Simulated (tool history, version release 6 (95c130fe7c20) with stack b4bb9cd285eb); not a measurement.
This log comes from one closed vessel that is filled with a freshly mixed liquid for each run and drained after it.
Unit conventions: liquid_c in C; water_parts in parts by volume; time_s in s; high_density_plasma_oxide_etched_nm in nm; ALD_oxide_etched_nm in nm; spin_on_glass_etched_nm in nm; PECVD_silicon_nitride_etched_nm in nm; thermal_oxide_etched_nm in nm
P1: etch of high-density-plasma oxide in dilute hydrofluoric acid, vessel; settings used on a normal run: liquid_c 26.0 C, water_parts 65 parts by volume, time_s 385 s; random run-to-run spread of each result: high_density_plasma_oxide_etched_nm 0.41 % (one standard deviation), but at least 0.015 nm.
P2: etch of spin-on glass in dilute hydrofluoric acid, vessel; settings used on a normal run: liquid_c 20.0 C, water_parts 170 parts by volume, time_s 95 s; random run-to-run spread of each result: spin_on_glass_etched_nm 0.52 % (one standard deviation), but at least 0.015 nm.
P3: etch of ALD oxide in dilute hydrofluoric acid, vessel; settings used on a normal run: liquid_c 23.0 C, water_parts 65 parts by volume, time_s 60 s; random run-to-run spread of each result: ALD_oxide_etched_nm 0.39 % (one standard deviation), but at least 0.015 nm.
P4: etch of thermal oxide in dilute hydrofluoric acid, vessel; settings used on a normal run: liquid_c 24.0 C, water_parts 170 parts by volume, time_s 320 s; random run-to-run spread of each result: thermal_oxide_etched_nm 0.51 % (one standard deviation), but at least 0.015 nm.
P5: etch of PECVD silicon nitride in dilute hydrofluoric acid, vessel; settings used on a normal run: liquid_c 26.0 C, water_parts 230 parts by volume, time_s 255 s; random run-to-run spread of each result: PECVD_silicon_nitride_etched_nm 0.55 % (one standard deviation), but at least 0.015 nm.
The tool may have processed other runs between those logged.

run,hour,process,liquid_c,water_parts,time_s,hours since the thermometer was replaced,hours since the hydrofluoric acid flow meter was replaced,high_density_plasma_oxide_etched_nm,ALD_oxide_etched_nm,spin_on_glass_etched_nm,PECVD_silicon_nitride_etched_nm,thermal_oxide_etched_nm
1,4.8,P1,26.0,65,385,411.4,1008.4,39.8520,,,,
2,9.5,P1,31.0,65,385,416.1,1013.1,48.5300,,,,
3,14.8,P3,23.0,115,60,421.4,1018.4,,4.8840,,,
4,18.3,P1,22.0,65,385,424.9,1021.9,33.7770,,,,
5,23.0,P2,17.0,170,95,429.6,1026.6,,,10.966,,
6,26.2,P5,26.0,230,255,432.8,1029.8,,,,5.0387,
7,30.6,P3,23.0,65,60,437.2,1034.2,,9.0543,,,
8,35.9,P2,20.0,170,95,442.5,1039.5,,,12.264,,
9,40.4,P4,24.0,40,320,447.0,1044.0,,,,,39.8370
10,44.4,P5,26.0,230,420,451.0,1048.0,,,,8.3927,
11,50.8,P1,26.0,65,385,457.4,1054.4,39.7170,,,,
12,57.8,P5,26.0,230,255,464.4,1061.4,,,,5.0695,
13,62.4,P3,23.0,65,115,469.0,1066.0,,17.2970,,,
14,67.9,P1,26.0,65,385,474.5,1071.5,39.6780,,,,
15,75.2,P5,26.0,410,255,481.8,1078.8,,,,2.8183,
16,80.1,P1,26.0,90,120,486.7,1083.7,8.7138,,,,
17,86.8,P2,20.0,170,95,493.4,1090.4,,,12.248,,
18,90.2,P1,26.0,25,385,496.8,1093.8,109.5500,,,,
19,94.7,P2,20.0,105,95,501.3,1098.3,,,21.332,,
20,101.8,P2,20.0,170,145,508.4,1105.4,,,18.963,,
21,109.0,P1,26.0,65,740,515.6,1112.6,76.5750,,,,
22,112.6,P3,31.5,65,60,519.2,1116.2,,12.6660,,,
23,119.5,P1,26.0,65,145,526.1,1123.1,15.1210,,,,
24,125.9,P1,26.0,65,385,532.5,1129.5,39.8450,,,,
25,132.2,P4,24.0,170,560,538.8,1135.8,,,,,14.0240
26,136.8,P5,20.0,230,255,543.4,1140.4,,,,3.4489,
27,143.5,P1,26.0,110,385,550.1,1147.1,21.9820,,,,
28,148.2,P1,34.0,110,385,554.8,1151.8,29.8200,,,,
29,153.3,P4,31.0,170,320,559.9,1156.9,,,,,10.3260
30,160.4,P1,26.0,65,385,567.0,1164.0,39.7030,,,,
31,164.9,P1,26.0,65,385,571.5,1168.5,39.9870,,,,
32,169.6,P4,24.0,170,320,576.2,1173.2,,,,,7.9628
33,175.1,P1,26.0,65,385,581.7,1178.7,39.7770,,,,
34,180.0,P1,26.0,65,385,586.6,1183.6,38.8410,,,,
35,187.4,P1,26.0,65,385,594.0,1191.0,37.9820,,,,
36,194.0,P1,26.0,65,385,600.6,1197.6,37.8650,,,,
37,200.7,P1,26.0,65,385,607.3,1204.3,37.5440,,,,
38,205.7,P1,26.0,65,385,612.3,1209.3,37.4100,,,,
39,211.7,P1,26.0,65,385,618.3,1215.3,37.5150,,,,
40,216.7,P1,26.0,65,385,623.3,1220.3,37.4430,,,,
41,220.7,P1,26.0,65,385,627.3,1224.3,37.6860,,,,

The output of P1 has drifted from where it used to be. Each of the 2 causes below, taken at the size shown beside it, accounts for the log equally well:
A: hydrofluoric acid flow below the setpoint (%) = 5.63
B: liquid colder than its thermometer reads (K) = 1.57
The onset of the drift is placed at about hour 175.1.

Which of the 4 check runs listed below, each an average over 2 wafers with its results shown as question marks, gives clearly different results under the different listed causes?
check 1,224.7,P5,26.0,230,255,,,,,,?,
check 2,224.7,P2,20.0,170,95,,,,,?,,
check 3,224.7,P4,24.0,170,320,,,,,,,?
check 4,224.7,P3,23.0,65,60,,,,?,,,

Expected result of each check under each candidate cause:
check,result,if A,if B
check 1,PECVD_silicon_nitride_etched_nm,4.7632,4.5808
check 2,spin_on_glass_etched_nm,11.557,11.626
check 3,thermal_oxide_etched_nm,7.4624,7.5335
check 4,ALD_oxide_etched_nm,8.5089,8.4925
Gap, in per cent, between the two causes that each check separates least, read from the result that separates them most: check 1 3.9 %; check 2 0.59 %; check 3 0.95 %; check 4 0.19 %
Only in check 1 would the causes give clearly different results; in the remaining checks their results would be nearly the same.

Check 1 was then run and gave: PECVD_silicon_nitride_etched_nm 4.5696 nm. Which cause is it?

Of the candidate causes, it is B: liquid colder than its thermometer reads (K).
